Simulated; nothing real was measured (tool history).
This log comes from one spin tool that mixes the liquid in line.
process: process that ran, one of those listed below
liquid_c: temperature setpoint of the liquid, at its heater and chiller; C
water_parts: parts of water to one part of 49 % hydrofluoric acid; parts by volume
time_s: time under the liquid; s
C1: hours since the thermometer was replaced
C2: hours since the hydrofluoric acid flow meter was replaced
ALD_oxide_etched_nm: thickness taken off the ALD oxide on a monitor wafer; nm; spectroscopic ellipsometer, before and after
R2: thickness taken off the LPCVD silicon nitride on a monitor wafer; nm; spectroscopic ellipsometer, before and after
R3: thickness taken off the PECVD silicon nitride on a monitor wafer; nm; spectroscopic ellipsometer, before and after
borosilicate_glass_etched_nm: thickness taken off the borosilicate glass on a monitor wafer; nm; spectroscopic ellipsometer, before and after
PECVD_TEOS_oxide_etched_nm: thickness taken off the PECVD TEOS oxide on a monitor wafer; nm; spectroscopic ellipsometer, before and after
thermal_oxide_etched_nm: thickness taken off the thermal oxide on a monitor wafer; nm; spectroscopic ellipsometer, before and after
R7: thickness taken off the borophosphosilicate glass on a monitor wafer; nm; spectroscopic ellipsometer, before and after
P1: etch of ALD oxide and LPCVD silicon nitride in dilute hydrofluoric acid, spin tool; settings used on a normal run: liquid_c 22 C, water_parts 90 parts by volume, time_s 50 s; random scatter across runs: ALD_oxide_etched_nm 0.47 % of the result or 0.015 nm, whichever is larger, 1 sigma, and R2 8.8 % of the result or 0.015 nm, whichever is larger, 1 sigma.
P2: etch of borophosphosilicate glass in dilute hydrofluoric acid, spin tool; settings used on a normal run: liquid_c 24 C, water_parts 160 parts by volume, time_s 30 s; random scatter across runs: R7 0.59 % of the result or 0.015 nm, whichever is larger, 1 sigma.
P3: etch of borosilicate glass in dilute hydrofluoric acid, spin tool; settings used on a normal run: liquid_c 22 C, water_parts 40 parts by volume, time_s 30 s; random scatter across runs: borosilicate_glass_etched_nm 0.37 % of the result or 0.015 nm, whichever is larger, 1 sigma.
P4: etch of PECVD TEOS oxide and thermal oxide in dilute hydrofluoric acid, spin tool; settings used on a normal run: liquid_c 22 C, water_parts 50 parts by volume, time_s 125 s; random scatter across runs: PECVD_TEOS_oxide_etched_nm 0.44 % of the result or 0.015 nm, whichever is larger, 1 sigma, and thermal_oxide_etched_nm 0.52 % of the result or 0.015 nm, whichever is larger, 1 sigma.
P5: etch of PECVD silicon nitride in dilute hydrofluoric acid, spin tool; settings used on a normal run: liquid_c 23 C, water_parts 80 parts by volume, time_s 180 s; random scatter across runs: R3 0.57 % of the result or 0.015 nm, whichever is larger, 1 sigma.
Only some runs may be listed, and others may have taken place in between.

run 1 hour=7.9 | process=P1 liquid_c=22 water_parts=90 time_s=50 | C1=805.4 C2=263.3 | ALD_oxide_etched_nm=7.1444 R2=0.23871
run 2 hour=17.7 | process=P1 liquid_c=22 water_parts=45 time_s=50 | C1=815.2 C2=273.1 | ALD_oxide_etched_nm=15.204 R2=0.47099
run 3 hour=27.7 | process=P1 liquid_c=22 water_parts=90 time_s=15 | C1=825.2 C2=283.1 | ALD_oxide_etched_nm=2.1958 R2=0.05062
run 4 hour=35.7 | process=P5 liquid_c=23 water_parts=80 time_s=25 | C1=833.2 C2=291.1 | R3=0.47824
run 5 hour=49.5 | process=P3 liquid_c=22 water_parts=40 time_s=15 | C1=847 C2=304.9 | borosilicate_glass_etched_nm=16.88
run 6 hour=62 | process=P1 liquid_c=29 water_parts=90 time_s=50 | C1=859.5 C2=317.4 | ALD_oxide_etched_nm=9.5513 R2=0.31815
run 7 hour=72.5 | process=P1 liquid_c=17 water_parts=90 time_s=50 | C1=870 C2=327.9 | ALD_oxide_etched_nm=5.8775 R2=0.15154
run 8 hour=80.4 | process=P3 liquid_c=22 water_parts=40 time_s=30 | C1=877.9 C2=335.8 | borosilicate_glass_etched_nm=33.759
run 9 hour=94.6 | process=P1 liquid_c=22 water_parts=90 time_s=50 | C1=892.1 C2=350 | ALD_oxide_etched_nm=7.2295 R2=0.25067
run 10 hour=106.3 | process=P5 liquid_c=26.5 water_parts=80 time_s=180 | C1=903.8 C2=361.7 | R3=4.5116
run 11 hour=119 | process=P4 liquid_c=22 water_parts=50 time_s=125 | C1=916.5 C2=374.4 | PECVD_TEOS_oxide_etched_nm=22.111 thermal_oxide_etched_nm=11.425
run 12 hour=127.2 | process=P2 liquid_c=17 water_parts=160 time_s=30 | C1=924.7 C2=382.6 | R7=3.8726
run 13 hour=139.9 | process=P4 liquid_c=22 water_parts=90 time_s=125 | C1=937.4 C2=395.3 | PECVD_TEOS_oxide_etched_nm=11.65 thermal_oxide_etched_nm=6.0292
run 14 hour=147.4 | process=P5 liquid_c=23 water_parts=80 time_s=180 | C1=944.9 C2=402.8 | R3=3.5282
run 15 hour=162.8 | process=P1 liquid_c=22 water_parts=90 time_s=50 | C1=960.3 C2=418.2 | ALD_oxide_etched_nm=7.211 R2=0.233
run 16 hour=174.9 | process=P1 liquid_c=22 water_parts=160 time_s=50 | C1=972.4 C2=430.3 | ALD_oxide_etched_nm=3.7253 R2=0.12215
run 17 hour=184.5 | process=P2 liquid_c=24 water_parts=250 time_s=30 | C1=982 C2=439.9 | R7=3.0303
run 18 hour=195.5 | process=P3 liquid_c=22 water_parts=55 time_s=30 | C1=993 C2=450.9 | borosilicate_glass_etched_nm=24.216
run 19 hour=206.8 | process=P1 liquid_c=22 water_parts=90 time_s=50 | C1=1004.3 C2=462.2 | ALD_oxide_etched_nm=7.1447 R2=0.21393
run 20 hour=222.4 | process=P1 liquid_c=22 water_parts=90 time_s=50 | C1=1019.9 C2=477.8 | ALD_oxide_etched_nm=7.2238 R2=0.23269
run 21 hour=230.4 | process=P3 liquid_c=27.5 water_parts=40 time_s=30 | C1=1027.9 C2=485.8 | borosilicate_glass_etched_nm=42.348
run 22 hour=246.9 | process=P4 liquid_c=29.5 water_parts=50 time_s=125 | C1=1044.4 C2=502.3 | PECVD_TEOS_oxide_etched_nm=29.796 thermal_oxide_etched_nm=15.511
run 23 hour=256.2 | process=P4 liquid_c=22 water_parts=50 time_s=200 | C1=1053.7 C2=511.6 | PECVD_TEOS_oxide_etched_nm=35.073 thermal_oxide_etched_nm=18.405
run 24 hour=264.8 | process=P2 liquid_c=24 water_parts=160 time_s=30 | C1=1062.3 C2=520.2 | R7=5.1799
run 25 hour=274.8 | process=P1 liquid_c=18.5 water_parts=90 time_s=75 | C1=1072.3 C2=530.2 | ALD_oxide_etched_nm=9.3816 R2=0.31033
run 26 hour=282.2 | process=P5 liquid_c=23 water_parts=80 time_s=180 | C1=1079.7 C2=537.6 | R3=3.4954
run 27 hour=293.6 | process=P5 liquid_c=23 water_parts=115 time_s=180 | C1=1091.1 C2=549 | R3=2.4654
run 28 hour=306.8 | process=P3 liquid_c=22 water_parts=40 time_s=30 | C1=1104.3 C2=562.2 | borosilicate_glass_etched_nm=33.84
run 29 hour=319.3 | process=P2 liquid_c=24 water_parts=160 time_s=15 | C1=1116.8 C2=574.7 | R7=2.5841
run 30 hour=328.1 | process=P1 liquid_c=22 water_parts=90 time_s=95 | C1=1125.6 C2=583.5 | ALD_oxide_etched_nm=13.714 R2=0.48882
run 31 hour=341.7 | process=P1 liquid_c=22 water_parts=90 time_s=50 | C1=1139.2 C2=597.1 | ALD_oxide_etched_nm=7.2899 R2=0.23778
run 32 hour=358.3 | process=P1 liquid_c=22 water_parts=90 time_s=50 | C1=1155.8 C2=613.7 | ALD_oxide_etched_nm=7.4382 R2=0.25734
run 33 hour=373.2 | process=P1 liquid_c=22 water_parts=90 time_s=50 | C1=1170.7 C2=628.6 | ALD_oxide_etched_nm=7.5053 R2=0.21488
run 34 hour=386.2 | process=P1 liquid_c=22 water_parts=90 time_s=50 | C1=1183.7 C2=641.6 | ALD_oxide_etched_nm=7.6266 R2=0.21945
run 35 hour=397.3 | process=P1 liquid_c=22 water_parts=90 time_s=50 | C1=1194.8 C2=652.7 | ALD_oxide_etched_nm=7.562 R2=0.28457
run 36 hour=408.2 | process=P1 liquid_c=22 water_parts=90 time_s=50 | C1=1205.7 C2=663.6 | ALD_oxide_etched_nm=7.6217 R2=0.21289
run 37 hour=424 | process=P1 liquid_c=22 water_parts=90 time_s=50 | C1=1221.5 C2=679.4 | ALD_oxide_etched_nm=7.564 R2=0.21408
run 38 hour=439.7 | process=P1 liquid_c=22 water_parts=90 time_s=50 | C1=1237.2 C2=695.1 | ALD_oxide_etched_nm=7.6446 R2=0.25407
run 39 hour=454.9 | process=P1 liquid_c=22 water_parts=90 time_s=50 | C1=1252.4 C2=710.3 | ALD_oxide_etched_nm=7.5987 R2=0.26087

P1 has crept away from where it was. The log is fitted equally well by each of these 2 causes, at the sizes shown:
A: hydrofluoric acid flow above the setpoint (%) = 5.21
B: liquid hotter than its thermometer reads (K) = 1.39
The creep began at about hour 341.7.

Which of the 4 check runs listed below, each an average over 3 wafers with its results shown as question marks, gives clearly different results under the different listed causes?
run check 1 hour=470.1 | process=P2 liquid_c=20 water_parts=160 time_s=15 | R7=?
run check 2 hour=470.1 | process=P5 liquid_c=23 water_parts=80 time_s=95 | R3=?
run check 3 hour=470.1 | process=P4 liquid_c=22 water_parts=90 time_s=125 | PECVD_TEOS_oxide_etched_nm=? thermal_oxide_etched_nm=?
run check 4 hour=470.1 | process=P3 liquid_c=27 water_parts=40 time_s=30 | borosilicate_glass_etched_nm=?

What each check would give under each cause:
check=check_1 result=R7 if_A=2.3554 if_B=2.3452
check=check_2 result=R3 if_A=1.9612 if_B=2.0469
check=check_3 result=PECVD_TEOS_oxide_etched_nm if_A=12.325 if_B=12.325
check=check_3 result=thermal_oxide_etched_nm if_A=6.3963 if_B=6.3961
check=check_4 result=borosilicate_glass_etched_nm if_A=43.854 if_B=43.96
How far apart the two closest causes lie, in the result that separates them most: check 1 0.44 %; check 2 4.28 %; check 3 0 %; check 4 0.24 %
Check 2 distinguishes between the causes, while the remaining checks would return nearly the same result for all of them.

Here is what check 2 returned: R3 1.962 nm. Which cause is it?

The correct cause is A, namely: hydrofluoric acid flow above the setpoint (%).
